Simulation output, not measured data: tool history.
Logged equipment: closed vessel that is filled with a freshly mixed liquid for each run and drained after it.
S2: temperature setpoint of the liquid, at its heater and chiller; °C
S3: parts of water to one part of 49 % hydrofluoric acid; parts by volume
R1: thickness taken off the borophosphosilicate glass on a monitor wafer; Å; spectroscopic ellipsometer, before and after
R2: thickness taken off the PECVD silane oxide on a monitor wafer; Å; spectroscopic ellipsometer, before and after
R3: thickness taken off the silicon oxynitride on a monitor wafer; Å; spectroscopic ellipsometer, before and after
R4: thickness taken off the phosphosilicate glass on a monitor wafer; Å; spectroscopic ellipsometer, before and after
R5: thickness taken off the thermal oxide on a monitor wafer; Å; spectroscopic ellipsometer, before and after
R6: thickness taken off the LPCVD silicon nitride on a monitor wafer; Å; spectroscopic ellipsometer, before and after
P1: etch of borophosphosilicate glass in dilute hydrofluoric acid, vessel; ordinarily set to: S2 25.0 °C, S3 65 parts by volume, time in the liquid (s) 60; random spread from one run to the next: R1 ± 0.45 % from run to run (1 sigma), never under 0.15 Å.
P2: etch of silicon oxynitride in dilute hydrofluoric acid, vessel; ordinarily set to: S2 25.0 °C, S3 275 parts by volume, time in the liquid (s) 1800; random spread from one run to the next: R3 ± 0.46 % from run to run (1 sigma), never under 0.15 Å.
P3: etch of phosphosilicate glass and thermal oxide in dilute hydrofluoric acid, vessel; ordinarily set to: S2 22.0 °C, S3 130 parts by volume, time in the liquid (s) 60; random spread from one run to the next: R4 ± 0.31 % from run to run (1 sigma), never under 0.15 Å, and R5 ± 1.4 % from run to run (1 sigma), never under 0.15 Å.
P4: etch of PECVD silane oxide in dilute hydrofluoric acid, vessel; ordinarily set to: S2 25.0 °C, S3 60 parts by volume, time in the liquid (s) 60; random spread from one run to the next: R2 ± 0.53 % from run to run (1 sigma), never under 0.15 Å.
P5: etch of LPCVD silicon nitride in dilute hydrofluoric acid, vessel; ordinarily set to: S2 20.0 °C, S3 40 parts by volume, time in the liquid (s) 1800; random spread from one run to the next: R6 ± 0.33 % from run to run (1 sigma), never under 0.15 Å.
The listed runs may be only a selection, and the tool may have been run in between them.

{"run": 1, "day": 0.167, "process that ran": "P1", "S2": 25.0, "S3": 65, "time in the liquid (s)": 60, "R1": 454.66}
{"run": 2, "day": 0.417, "process that ran": "P1", "S2": 25.0, "S3": 65, "time in the liquid (s)": 30, "R1": 227.98}
{"run": 3, "day": 0.604, "process that ran": "P4", "S2": 25.0, "S3": 60, "time in the liquid (s)": 30, "R2": 163.9}
{"run": 4, "day": 0.829, "process that ran": "P1", "S2": 25.0, "S3": 65, "time in the liquid (s)": 60, "R1": 455.77}
{"run": 5, "day": 1.042, "process that ran": "P4", "S2": 25.0, "S3": 60, "time in the liquid (s)": 60, "R2": 325.08}
{"run": 6, "day": 1.371, "process that ran": "P1", "S2": 25.0, "S3": 85, "time in the liquid (s)": 30, "R1": 170.06}
{"run": 7, "day": 1.671, "process that ran": "P1", "S2": 32.0, "S3": 65, "time in the liquid (s)": 60, "R1": 598.93}
{"run": 8, "day": 1.954, "process that ran": "P2", "S2": 25.0, "S3": 275, "time in the liquid (s)": 3580, "R3": 178.93}
{"run": 9, "day": 2.167, "process that ran": "P3", "S2": 22.0, "S3": 130, "time in the liquid (s)": 30, "R4": 227.14, "R5": 9.7236}
{"run": 10, "day": 2.454, "process that ran": "P2", "S2": 25.0, "S3": 90, "time in the liquid (s)": 1800, "R3": 320.97}
{"run": 11, "day": 2.608, "process that ran": "P3", "S2": 22.0, "S3": 130, "time in the liquid (s)": 60, "R4": 452.17, "R5": 19.568}
{"run": 12, "day": 2.892, "process that ran": "P1", "S2": 25.0, "S3": 105, "time in the liquid (s)": 60, "R1": 268.02}
{"run": 13, "day": 3.208, "process that ran": "P1", "S2": 25.0, "S3": 65, "time in the liquid (s)": 60, "R1": 453.75}
{"run": 14, "day": 3.458, "process that ran": "P5", "S2": 20.0, "S3": 40, "time in the liquid (s)": 1800, "R6": 150.88}
{"run": 15, "day": 3.75, "process that ran": "P1", "S2": 25.0, "S3": 65, "time in the liquid (s)": 60, "R1": 456.71}
{"run": 16, "day": 4.038, "process that ran": "P5", "S2": 20.0, "S3": 65, "time in the liquid (s)": 1800, "R6": 93.621}
{"run": 17, "day": 4.367, "process that ran": "P4", "S2": 25.0, "S3": 85, "time in the liquid (s)": 60, "R2": 222.76}
{"run": 18, "day": 4.546, "process that ran": "P3", "S2": 22.0, "S3": 30, "time in the liquid (s)": 60, "R4": 2201.4, "R5": 97.14}
{"run": 19, "day": 4.792, "process that ran": "P1", "S2": 25.0, "S3": 65, "time in the liquid (s)": 100, "R1": 763.4}
{"day": 4.971, "done": "thermometer replaced"}
{"run": 20, "day": 5.079, "process that ran": "P5", "S2": 17.0, "S3": 40, "time in the liquid (s)": 1800, "R6": 121.97}
{"run": 21, "day": 5.308, "process that ran": "P2", "S2": 25.0, "S3": 275, "time in the liquid (s)": 1800, "R3": 90.752}
{"run": 22, "day": 5.508, "process that ran": "P1", "S2": 25.0, "S3": 65, "time in the liquid (s)": 60, "R1": 458.43}
{"run": 23, "day": 5.833, "process that ran": "P1", "S2": 20.5, "S3": 65, "time in the liquid (s)": 100, "R1": 634.47}
{"run": 24, "day": 6.117, "process that ran": "P5", "S2": 20.0, "S3": 40, "time in the liquid (s)": 105, "R6": 8.6415}
{"run": 25, "day": 6.338, "process that ran": "P3", "S2": 17.0, "S3": 130, "time in the liquid (s)": 60, "R4": 369.87, "R5": 15.699}
{"run": 26, "day": 6.608, "process that ran": "P4", "S2": 30.5, "S3": 60, "time in the liquid (s)": 60, "R2": 407.01}
{"run": 27, "day": 6.9, "process that ran": "P1", "S2": 25.0, "S3": 20, "time in the liquid (s)": 60, "R1": 1573.1}
{"run": 28, "day": 7.221, "process that ran": "P2", "S2": 25.0, "S3": 275, "time in the liquid (s)": 1800, "R3": 90.452}
{"run": 29, "day": 7.396, "process that ran": "P5", "S2": 20.0, "S3": 40, "time in the liquid (s)": 1800, "R6": 150.62}
{"run": 30, "day": 7.608, "process that ran": "P2", "S2": 19.5, "S3": 275, "time in the liquid (s)": 1800, "R3": 71.531}
{"run": 31, "day": 7.804, "process that ran": "P1", "S2": 25.0, "S3": 65, "time in the liquid (s)": 60, "R1": 455.11}
{"run": 32, "day": 8.008, "process that ran": "P4", "S2": 25.0, "S3": 60, "time in the liquid (s)": 60, "R2": 328.97}
{"run": 33, "day": 8.192, "process that ran": "P1", "S2": 17.0, "S3": 65, "time in the liquid (s)": 60, "R1": 326.53}
{"run": 34, "day": 8.496, "process that ran": "P1", "S2": 25.0, "S3": 65, "time in the liquid (s)": 60, "R1": 455.91}
{"run": 35, "day": 8.654, "process that ran": "P1", "S2": 25.0, "S3": 65, "time in the liquid (s)": 60, "R1": 462.92}
{"run": 36, "day": 8.862, "process that ran": "P1", "S2": 25.0, "S3": 65, "time in the liquid (s)": 60, "R1": 475.87}
{"run": 37, "day": 9.192, "process that ran": "P1", "S2": 25.0, "S3": 65, "time in the liquid (s)": 60, "R1": 480.55}
{"run": 38, "day": 9.496, "process that ran": "P1", "S2": 25.0, "S3": 65, "time in the liquid (s)": 60, "R1": 484.59}
{"run": 39, "day": 9.779, "process that ran": "P1", "S2": 25.0, "S3": 65, "time in the liquid (s)": 60, "R1": 488.95}
{"run": 40, "day": 9.996, "process that ran": "P1", "S2": 25.0, "S3": 65, "time in the liquid (s)": 60, "R1": 489.12}
{"run": 41, "day": 10.304, "process that ran": "P1", "S2": 25.0, "S3": 65, "time in the liquid (s)": 60, "R1": 494.56}
{"run": 42, "day": 10.546, "process that ran": "P1", "S2": 25.0, "S3": 65, "time in the liquid (s)": 60, "R1": 488.48}
{"run": 43, "day": 10.738, "process that ran": "P1", "S2": 25.0, "S3": 65, "time in the liquid (s)": 60, "R1": 493.66}
{"run": 44, "day": 10.912, "process that ran": "P1", "S2": 25.0, "S3": 65, "time in the liquid (s)": 60, "R1": 495.04}
{"run": 45, "day": 11.196, "process that ran": "P1", "S2": 25.0, "S3": 65, "time in the liquid (s)": 60, "R1": 498.6}

Compared with where it was, what P1 gives has crept away. Each cause listed below fits the log as well as the rest, at the size given for it:
A: liquid hotter than its thermometer reads (K) = 2.11
B: hydrofluoric acid flow above the setpoint (%) = 8.09
Onset of the creep was near day 8.496.

Which of the 4 check runs listed below separates the causes, so that each cause would produce a clearly different result? Each run uses one wafer, and its results are marked with question marks.
{"run": "check 1", "day": 11.479, "process that ran": "P4", "S2": 28.5, "S3": 80, "time in the liquid (s)": 60, "R2": "?"}
{"run": "check 2", "day": 11.479, "process that ran": "P5", "S2": 17.0, "S3": 40, "time in the liquid (s)": 390, "R6": "?"}
{"run": "check 3", "day": 11.479, "process that ran": "P3", "S2": 22.0, "S3": 50, "time in the liquid (s)": 60, "R4": "?", "R5": "?"}
{"run": "check 4", "day": 11.479, "process that ran": "P2", "S2": 20.0, "S3": 275, "time in the liquid (s)": 3525, "R3": "?"}

Expected result of each check under each candidate cause:
check=check_1 result=R2 if_A=297.21 if_B=298.84
check=check_2 result=R6 if_A=30.6580 if_B=28.4600
check=check_3 result=R4 if_A=1410.70 if_B=1403.60
check=check_3 result=R5 if_A=60.8620 if_B=60.5580
check=check_4 result=R3 if_A=157.000 if_B=156.530
How far apart the two closest causes lie, in the result that separates them most: check 1 0.55 %; check 2 7.44 %; check 3 0.5 %; check 4 0.3 %
Check 2 distinguishes between the causes, while the remaining checks would return nearly the same result for all of them.

Here is what check 2 returned: R6 30.7750 Å. Which cause is it?

The cause is A: liquid hotter than its thermometer reads (K).
